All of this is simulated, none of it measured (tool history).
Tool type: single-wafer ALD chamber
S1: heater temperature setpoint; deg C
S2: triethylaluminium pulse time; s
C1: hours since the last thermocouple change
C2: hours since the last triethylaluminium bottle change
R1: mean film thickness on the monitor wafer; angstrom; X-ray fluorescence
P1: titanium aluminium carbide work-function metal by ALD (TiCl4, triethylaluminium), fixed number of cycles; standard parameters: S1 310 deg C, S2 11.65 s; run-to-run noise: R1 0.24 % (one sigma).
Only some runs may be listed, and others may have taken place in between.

{"run": 1, "hour": 12.4, "S1": 310, "S2": 11.65, "C1": 655.9, "C2": 146.3, "R1": 21.205}
{"run": 2, "hour": 21.4, "S1": 310, "S2": 11.65, "C1": 664.9, "C2": 155.3, "R1": 21.155}
{"run": 3, "hour": 34.4, "S1": 310, "S2": 11.65, "C1": 677.9, "C2": 168.3, "R1": 21.25}
{"run": 4, "hour": 47.5, "S1": 310, "S2": 4.19, "C1": 691.0, "C2": 181.4, "R1": 16.51}
{"run": 5, "hour": 63.7, "S1": 310, "S2": 16.26, "C1": 707.2, "C2": 197.6, "R1": 21.573}
{"hour": 64.6, "done": "triethylaluminium bottle replaced"}
{"run": 6, "hour": 78.5, "S1": 310, "S2": 11.65, "C1": 722.0, "C2": 13.9, "R1": 21.141}
{"run": 7, "hour": 86.3, "S1": 310, "S2": 11.65, "C1": 729.8, "C2": 21.7, "R1": 21.215}
{"run": 8, "hour": 100.0, "S1": 325, "S2": 11.65, "C1": 743.5, "C2": 35.4, "R1": 22.523}
{"run": 9, "hour": 111.1, "S1": 310, "S2": 11.65, "C1": 754.6, "C2": 46.5, "R1": 21.227}
{"run": 10, "hour": 122.7, "S1": 330, "S2": 17.07, "C1": 766.2, "C2": 58.1, "R1": 23.428}
{"run": 11, "hour": 138.4, "S1": 326, "S2": 16.43, "C1": 781.9, "C2": 73.8, "R1": 22.904}
{"run": 12, "hour": 153.3, "S1": 326, "S2": 16.25, "C1": 796.8, "C2": 88.7, "R1": 22.919}
{"hour": 154.9, "done": "thermocouple changed; heater temperature recalibrated"}
{"run": 13, "hour": 164.3, "S1": 288, "S2": 11.65, "C1": 9.5, "C2": 99.7, "R1": 19.248}
{"run": 14, "hour": 180.1, "S1": 310, "S2": 11.65, "C1": 25.3, "C2": 115.5, "R1": 21.141}
{"run": 15, "hour": 188.4, "S1": 310, "S2": 11.65, "C1": 33.6, "C2": 123.8, "R1": 21.136}
{"run": 16, "hour": 199.1, "S1": 310, "S2": 11.65, "C1": 44.3, "C2": 134.5, "R1": 20.962}
{"run": 17, "hour": 214.4, "S1": 310, "S2": 11.65, "C1": 59.6, "C2": 149.8, "R1": 20.924}
{"run": 18, "hour": 222.8, "S1": 310, "S2": 11.65, "C1": 68.0, "C2": 158.2, "R1": 20.936}
{"run": 19, "hour": 239.2, "S1": 310, "S2": 11.65, "C1": 84.4, "C2": 174.6, "R1": 20.827}
{"run": 20, "hour": 253.2, "S1": 310, "S2": 11.65, "C1": 98.4, "C2": 188.6, "R1": 20.793}
{"run": 21, "hour": 265.4, "S1": 310, "S2": 11.65, "C1": 110.6, "C2": 200.8, "R1": 20.842}
{"run": 22, "hour": 274.3, "S1": 310, "S2": 11.65, "C1": 119.5, "C2": 209.7, "R1": 20.808}
{"run": 23, "hour": 286.8, "S1": 310, "S2": 11.65, "C1": 132.0, "C2": 222.2, "R1": 20.786}
{"run": 24, "hour": 303.6, "S1": 310, "S2": 11.65, "C1": 148.8, "C2": 239.0, "R1": 20.899}

P1 no longer gives what it gave before; its output has crept away from where it was. The following 2 causes, each at its listed size, fit the log equally well:
A: triethylaluminium dose below that of a fresh bottle (%) = 15.8
B: wafer temperature below the value expected at the setpoint (K) = 3.87
The gradual shift began around hour 180.1.

4 check runs are offered, one wafer each, their results left as question marks. Which one tells the causes apart?
{"run": "check 1", "hour": 320.4, "S1": 291, "S2": 4.76, "R1": "?"}
{"run": "check 2", "hour": 320.4, "S1": 301, "S2": 11.65, "R1": "?"}
{"run": "check 3", "hour": 320.4, "S1": 298, "S2": 11.65, "R1": "?"}
{"run": "check 4", "hour": 320.4, "S1": 322, "S2": 11.65, "R1": "?"}

Outcome of each check run for each possible cause:
check=check_1 result=R1 if_A=14.861 if_B=15.722
check=check_2 result=R1 if_A=20.033 if_B=20.023
check=check_3 result=R1 if_A=19.773 if_B=19.760
check=check_4 result=R1 if_A=21.870 if_B=21.885
Separation of the two closest causes in each check, using whichever result separates them best: check 1 5.63 %; check 2 0.05 %; check 3 0.07 %; check 4 0.07 %
Of the check runs offered, only check 1 discriminates between the causes; the rest would read about the same regardless of which cause applies.

Check 1 has now been run. It gave: R1 15.680 angstrom. Which of the candidate causes is it?

The cause is B: wafer temperature below the value expected at the setpoint (K).

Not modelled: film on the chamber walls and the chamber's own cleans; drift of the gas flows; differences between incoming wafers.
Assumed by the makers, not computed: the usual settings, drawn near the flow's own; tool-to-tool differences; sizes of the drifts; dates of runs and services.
